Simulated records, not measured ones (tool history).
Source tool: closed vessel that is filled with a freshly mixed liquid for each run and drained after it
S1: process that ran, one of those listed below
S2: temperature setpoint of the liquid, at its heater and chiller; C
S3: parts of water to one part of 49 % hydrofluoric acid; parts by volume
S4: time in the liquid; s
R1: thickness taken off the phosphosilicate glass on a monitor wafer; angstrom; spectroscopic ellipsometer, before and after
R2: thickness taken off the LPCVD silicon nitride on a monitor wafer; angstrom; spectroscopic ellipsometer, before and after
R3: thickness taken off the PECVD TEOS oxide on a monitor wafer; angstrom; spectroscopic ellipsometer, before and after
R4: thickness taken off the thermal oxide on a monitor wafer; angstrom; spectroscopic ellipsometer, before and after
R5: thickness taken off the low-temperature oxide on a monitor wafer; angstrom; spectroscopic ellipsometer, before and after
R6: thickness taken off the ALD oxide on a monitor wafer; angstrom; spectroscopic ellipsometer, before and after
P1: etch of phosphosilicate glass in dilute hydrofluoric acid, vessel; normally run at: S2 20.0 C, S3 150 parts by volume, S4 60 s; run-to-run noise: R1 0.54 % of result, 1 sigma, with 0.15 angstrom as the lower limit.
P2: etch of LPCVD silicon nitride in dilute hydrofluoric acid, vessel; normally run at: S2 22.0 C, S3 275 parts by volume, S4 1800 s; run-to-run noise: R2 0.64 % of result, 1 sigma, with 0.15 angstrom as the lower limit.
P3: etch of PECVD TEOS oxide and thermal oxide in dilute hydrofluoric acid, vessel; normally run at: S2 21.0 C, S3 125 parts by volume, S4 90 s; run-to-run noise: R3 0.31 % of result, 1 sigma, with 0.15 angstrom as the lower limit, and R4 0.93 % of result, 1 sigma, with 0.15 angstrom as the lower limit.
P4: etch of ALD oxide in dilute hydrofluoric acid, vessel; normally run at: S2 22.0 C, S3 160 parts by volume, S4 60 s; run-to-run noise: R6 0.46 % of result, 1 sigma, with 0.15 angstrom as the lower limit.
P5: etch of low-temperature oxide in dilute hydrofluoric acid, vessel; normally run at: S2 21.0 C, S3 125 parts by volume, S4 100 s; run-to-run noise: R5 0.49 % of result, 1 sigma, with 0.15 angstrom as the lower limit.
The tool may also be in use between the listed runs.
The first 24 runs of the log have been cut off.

Run 25, day 12.296: S1 P1, S2 20.0 C, S3 70 parts by volume, S4 30 s. Result: R1 277.73 angstrom.
Run 26, day 12.733: S1 P1, S2 20.0 C, S3 150 parts by volume, S4 60 s. Result: R1 236.98 angstrom.
Run 27, day 13.238: S1 P1, S2 20.0 C, S3 150 parts by volume, S4 60 s. Result: R1 239.10 angstrom.
Run 28, day 13.879: S1 P4, S2 22.0 C, S3 160 parts by volume, S4 105 s. Result: R6 138.230 angstrom.
Run 29, day 14.346: S1 P1, S2 20.0 C, S3 150 parts by volume, S4 60 s. Result: R1 239.61 angstrom.
Run 30, day 14.950: S1 P2, S2 22.0 C, S3 65 parts by volume, S4 1800 s. Result: R2 136.570 angstrom.
Run 31, day 15.342: S1 P1, S2 28.0 C, S3 150 parts by volume, S4 60 s. Result: R1 322.15 angstrom.
Run 32, day 15.683: S1 P1, S2 20.0 C, S3 150 parts by volume, S4 60 s. Result: R1 233.93 angstrom.
Run 33, day 16.258: S1 P1, S2 20.0 C, S3 150 parts by volume, S4 60 s. Result: R1 231.73 angstrom.
Run 34, day 16.750: S1 P1, S2 20.0 C, S3 150 parts by volume, S4 60 s. Result: R1 229.44 angstrom.
Run 35, day 17.371: S1 P1, S2 20.0 C, S3 150 parts by volume, S4 60 s. Result: R1 225.55 angstrom.

Run 36, settings as shown, results not yet in. Your forecast:
Run 36, day 17.738: S1 P1, S2 20.0 C, S3 150 parts by volume, S4 60 s. Result: R1 ?.

R1: 226.70 angstrom

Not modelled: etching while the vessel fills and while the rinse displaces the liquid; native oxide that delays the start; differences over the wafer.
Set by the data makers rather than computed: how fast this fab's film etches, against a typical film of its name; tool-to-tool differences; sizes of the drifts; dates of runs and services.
